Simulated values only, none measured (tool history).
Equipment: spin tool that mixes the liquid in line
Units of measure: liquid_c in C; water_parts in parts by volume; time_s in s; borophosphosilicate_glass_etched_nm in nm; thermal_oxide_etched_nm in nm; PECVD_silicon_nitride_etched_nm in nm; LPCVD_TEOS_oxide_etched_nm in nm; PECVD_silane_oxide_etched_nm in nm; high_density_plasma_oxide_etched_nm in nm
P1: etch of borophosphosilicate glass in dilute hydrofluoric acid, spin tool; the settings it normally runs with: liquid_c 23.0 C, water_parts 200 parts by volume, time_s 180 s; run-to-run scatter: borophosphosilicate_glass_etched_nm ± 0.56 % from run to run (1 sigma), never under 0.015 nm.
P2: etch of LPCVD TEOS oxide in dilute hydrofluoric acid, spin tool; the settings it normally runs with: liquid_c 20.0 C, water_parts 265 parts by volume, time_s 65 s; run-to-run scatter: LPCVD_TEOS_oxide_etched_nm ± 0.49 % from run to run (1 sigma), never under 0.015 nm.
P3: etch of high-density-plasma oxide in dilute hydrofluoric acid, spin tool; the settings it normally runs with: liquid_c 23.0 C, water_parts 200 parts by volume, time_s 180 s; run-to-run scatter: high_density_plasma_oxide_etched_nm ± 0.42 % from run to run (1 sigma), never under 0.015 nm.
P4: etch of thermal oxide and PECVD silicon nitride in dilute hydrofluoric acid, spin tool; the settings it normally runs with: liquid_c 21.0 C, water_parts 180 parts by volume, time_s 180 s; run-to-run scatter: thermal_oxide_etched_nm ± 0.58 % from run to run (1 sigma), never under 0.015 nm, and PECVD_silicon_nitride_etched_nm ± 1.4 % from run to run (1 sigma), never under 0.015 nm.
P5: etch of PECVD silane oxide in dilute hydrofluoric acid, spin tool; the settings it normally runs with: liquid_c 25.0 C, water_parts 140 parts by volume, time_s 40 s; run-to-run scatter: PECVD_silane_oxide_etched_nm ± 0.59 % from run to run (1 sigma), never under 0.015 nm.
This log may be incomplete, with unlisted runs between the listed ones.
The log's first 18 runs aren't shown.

| run | hour | process | liquid_c | water_parts | time_s | hours since the thermometer was replaced | hours since the hydrofluoric acid flow meter was replaced | borophosphosilicate_glass_etched_nm | thermal_oxide_etched_nm | PECVD_silicon_nitride_etched_nm | LPCVD_TEOS_oxide_etched_nm | PECVD_silane_oxide_etched_nm | high_density_plasma_oxide_etched_nm |
|---|---|---|---|---|---|---|---|---|---|---|---|---|---|
| 19 | 154.4 | P1 | 23.0 | 200 | 180 | 297.9 | 473.0 | 38.8060 |  |  |  |  |  |
| 20 | 164.7 | P2 | 20.0 | 265 | 65 | 308.2 | 483.3 |  |  |  | 6.1729 |  |  |
| 21 | 171.9 | P5 | 32.0 | 140 | 40 | 315.4 | 490.5 |  |  |  |  | 5.5214 |  |
| 22 | 182.9 | P3 | 17.0 | 200 | 180 | 326.4 | 501.5 |  |  |  |  |  | 5.2276 |
| 23 | 191.9 | P5 | 25.0 | 140 | 75 | 335.4 | 510.5 |  |  |  |  | 7.8464 |  |
| 24 | 197.5 | P1 | 17.0 | 200 | 180 | 341.0 | 516.1 | 30.8230 |  |  |  |  |  |
| 25 | 207.9 | P2 | 20.0 | 65 | 65 | 351.4 | 526.5 |  |  |  | 31.2000 |  |  |
| 26 | 214.4 | P1 | 23.0 | 340 | 180 | 357.9 | 533.0 | 19.5550 |  |  |  |  |  |
| 27 | 225.8 | P1 | 23.0 | 85 | 180 | 369.3 | 544.4 | 103.2100 |  |  |  |  |  |
| 28 | 236.5 | P4 | 21.0 | 40 | 180 | 380.0 | 555.1 |  | 19.2450 | 7.5649 |  |  |  |
| 29 | 244.4 | P1 | 23.0 | 200 | 180 | 387.9 | 563.0 | 38.6270 |  |  |  |  |  |
| 30 | 249.5 | P1 | 23.0 | 200 | 180 | 393.0 | 568.1 | 38.8320 |  |  |  |  |  |
| 31 | 259.9 | P1 | 23.0 | 200 | 180 | 403.4 | 578.5 | 40.1180 |  |  |  |  |  |
| 32 | 268.0 | P1 | 23.0 | 200 | 180 | 411.5 | 586.6 | 40.2610 |  |  |  |  |  |
| 33 | 277.7 | P1 | 23.0 | 200 | 180 | 421.2 | 596.3 | 41.1370 |  |  |  |  |  |
| 34 | 285.5 | P1 | 23.0 | 200 | 180 | 429.0 | 604.1 | 40.7390 |  |  |  |  |  |
| 35 | 294.7 | P1 | 23.0 | 200 | 180 | 438.2 | 613.3 | 41.2110 |  |  |  |  |  |
| 36 | 306.2 | P1 | 23.0 | 200 | 180 | 449.7 | 624.8 | 41.2610 |  |  |  |  |  |
| 37 | 313.0 | P1 | 23.0 | 200 | 180 | 456.5 | 631.6 | 41.3240 |  |  |  |  |  |
| 38 | 319.3 | P1 | 23.0 | 200 | 180 | 462.8 | 637.9 | 41.8630 |  |  |  |  |  |
| 39 | 330.3 | P1 | 23.0 | 200 | 180 | 473.8 | 648.9 | 41.3700 |  |  |  |  |  |

Expected results for the next run?
| 40 | 336.9 | P1 | 23.0 | 200 | 180 | 480.4 | 655.5 | ? |  |  |  |  |  |

Run 40 produced borophosphosilicate_glass_etched_nm 41.3330 nm.
